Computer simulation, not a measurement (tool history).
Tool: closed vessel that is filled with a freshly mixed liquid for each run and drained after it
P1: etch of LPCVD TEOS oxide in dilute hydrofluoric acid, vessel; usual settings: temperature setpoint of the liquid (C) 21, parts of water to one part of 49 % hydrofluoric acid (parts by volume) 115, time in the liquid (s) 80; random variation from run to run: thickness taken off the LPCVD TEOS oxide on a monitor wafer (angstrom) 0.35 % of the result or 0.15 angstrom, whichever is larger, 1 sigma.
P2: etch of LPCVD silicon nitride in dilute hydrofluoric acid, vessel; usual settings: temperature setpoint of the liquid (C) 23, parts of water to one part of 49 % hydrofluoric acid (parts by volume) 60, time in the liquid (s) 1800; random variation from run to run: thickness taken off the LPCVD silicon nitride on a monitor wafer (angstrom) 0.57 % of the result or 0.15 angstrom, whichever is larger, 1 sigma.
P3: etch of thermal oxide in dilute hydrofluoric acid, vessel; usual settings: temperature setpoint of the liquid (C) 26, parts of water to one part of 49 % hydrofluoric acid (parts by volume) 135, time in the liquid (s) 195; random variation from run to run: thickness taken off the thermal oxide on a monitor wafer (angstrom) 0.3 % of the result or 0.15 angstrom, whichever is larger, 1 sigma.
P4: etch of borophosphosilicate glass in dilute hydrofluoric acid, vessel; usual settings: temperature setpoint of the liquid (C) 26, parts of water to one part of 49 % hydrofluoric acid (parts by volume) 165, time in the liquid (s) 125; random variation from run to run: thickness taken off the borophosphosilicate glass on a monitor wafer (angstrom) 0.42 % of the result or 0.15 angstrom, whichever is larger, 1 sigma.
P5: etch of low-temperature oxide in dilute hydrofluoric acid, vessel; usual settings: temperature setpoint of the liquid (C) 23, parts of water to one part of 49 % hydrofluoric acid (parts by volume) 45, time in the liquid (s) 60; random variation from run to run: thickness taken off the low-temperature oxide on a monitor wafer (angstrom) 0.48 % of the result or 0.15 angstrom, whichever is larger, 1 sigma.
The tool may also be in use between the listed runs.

run,day,process that ran,temperature setpoint of the liquid (C),parts of water to one part of 49 % hydrofluoric acid (parts by volume),time in the liquid (s),hours since the thermometer was replaced,hours since the hydrofluoric acid flow meter was replaced,thickness taken off the LPCVD TEOS oxide on a monitor wafer (angstrom),thickness taken off the thermal oxide on a monitor wafer (angstrom),thickness taken off the LPCVD silicon nitride on a monitor wafer (angstrom),thickness taken off the borophosphosilicate glass on a monitor wafer (angstrom),thickness taken off the low-temperature oxide on a monitor wafer (angstrom)
1,0.35,P1,21,115,80,1234.1,1195.3,185.26,,,,
2,0.825,P3,33,135,195,1245.5,1206.7,,92.072,,,
3,1.333,P3,26,135,350,1257.7,1218.9,,128.83,,,
4,1.888,P1,21,115,30,1271,1232.2,69.156,,,,
5,2.308,P2,27,60,1800,1281.1,1242.3,,,188.41,,
6,2.817,P4,26,240,125,1293.3,1254.5,,,,253.24,
7,3.279,P1,21,115,80,1304.4,1265.6,184.47,,,,
8,3.833,P1,21,115,150,1317.7,1278.9,347.82,,,,
9,4.208,P3,26,135,195,1326.7,1287.9,,71.244,,,
10,4.512,P1,28,180,80,1334,1295.2,143.71,,,,
11,5.042,P5,23,45,60,1346.7,1307.9,,,,,304.44
12,5.467,P4,31,165,125,1356.9,1318.1,,,,481.49,
13,6.029,P1,21,20,80,1370.4,1331.6,1195.5,,,,
14,6.421,P2,23,35,1800,1379.8,1341,,,242.39,,
15,6.883,P1,21,115,80,1390.9,1352.1,185.88,,,,
16,7.346,P4,26,165,125,1402,1363.2,,,,397.44,
17,7.9,P1,17,115,80,1415.3,1376.5,157.68,,,,
18,8.196,P2,23,60,1800,1422.4,1383.6,,,143.7,,
19,8.588,P3,26,55,195,1431.8,1393,,195,,,
20,9.133,P5,23,20,60,1444.9,1406.1,,,,,713.04
21,9.412,P1,21,115,80,1451.6,1412.8,187.66,,,,
22,9.842,P5,29.5,45,60,1461.9,1423.1,,,,,393.79
23,10.204,P4,26,165,215,1470.6,1431.8,,,,695.9,
24,10.575,P1,17,115,30,1479.5,1440.7,59.426,,,,
25,11.029,P5,23,45,30,1490.4,1451.6,,,,,153.54
26,11.292,P1,26.5,115,140,1496.7,1457.9,401.69,,,,
27,11.758,P1,28.5,115,80,1507.9,1469.1,249.55,,,,
28,12.162,P3,26,135,195,1517.6,1478.8,,71.782,,,
29,12.492,P2,23,60,315,1525.5,1486.7,,,25.549,,
30,12.812,P1,21,190,80,1533.2,1494.4,104.08,,,,
31,13.242,P1,21,115,80,1543.5,1504.7,185.66,,,,
32,13.562,P1,21,115,80,1551.2,1512.4,181.79,,,,
33,14.104,P1,21,115,80,1564.2,1525.4,177.21,,,,
34,14.417,P1,21,115,80,1571.7,1532.9,176.74,,,,
35,14.888,P1,21,115,80,1583,1544.2,176.03,,,,
36,15.208,P1,21,115,80,1590.7,1551.9,174.94,,,,
37,15.612,P1,21,115,80,1600.4,1561.6,174.78,,,,

What P1 gives has crept away from where it was. These 2 causes fit the log equally well, each at the size given:
A: hydrofluoric acid flow below the setpoint (%) = 5.1
B: liquid colder than its thermometer reads (K) = 1.47
The creep began at about day 13.242.

4 check runs are offered, one wafer each, their results left as question marks. Which one tells the causes apart?
check 1,16.017,P2,23,60,1800,,,,,?,,
check 2,16.017,P5,23,45,60,,,,,,,?
check 3,16.017,P3,26,135,195,,,,?,,,
check 4,16.017,P4,26,165,125,,,,,,?,

What each check would give under each cause:
check,result,if A,if B
check 1,thickness taken off the LPCVD silicon nitride on a monitor wafer (angstrom),136.47,129.98
check 2,thickness taken off the low-temperature oxide on a monitor wafer (angstrom),289.29,287.55
check 3,thickness taken off the thermal oxide on a monitor wafer (angstrom),67.371,67.717
check 4,thickness taken off the borophosphosilicate glass on a monitor wafer (angstrom),375.53,378.48
How far apart the two closest causes lie, in the result that separates them most: check 1 4.87 %; check 2 0.6 %; check 3 0.51 %; check 4 0.78 %
Check 1 tells the causes apart: in the others they would give nearly the same result.

Then check 1 was run and gave: thickness taken off the LPCVD silicon nitride on a monitor wafer (angstrom) 137.77. Which cause is it?

It is A: hydrofluoric acid flow below the setpoint (%).
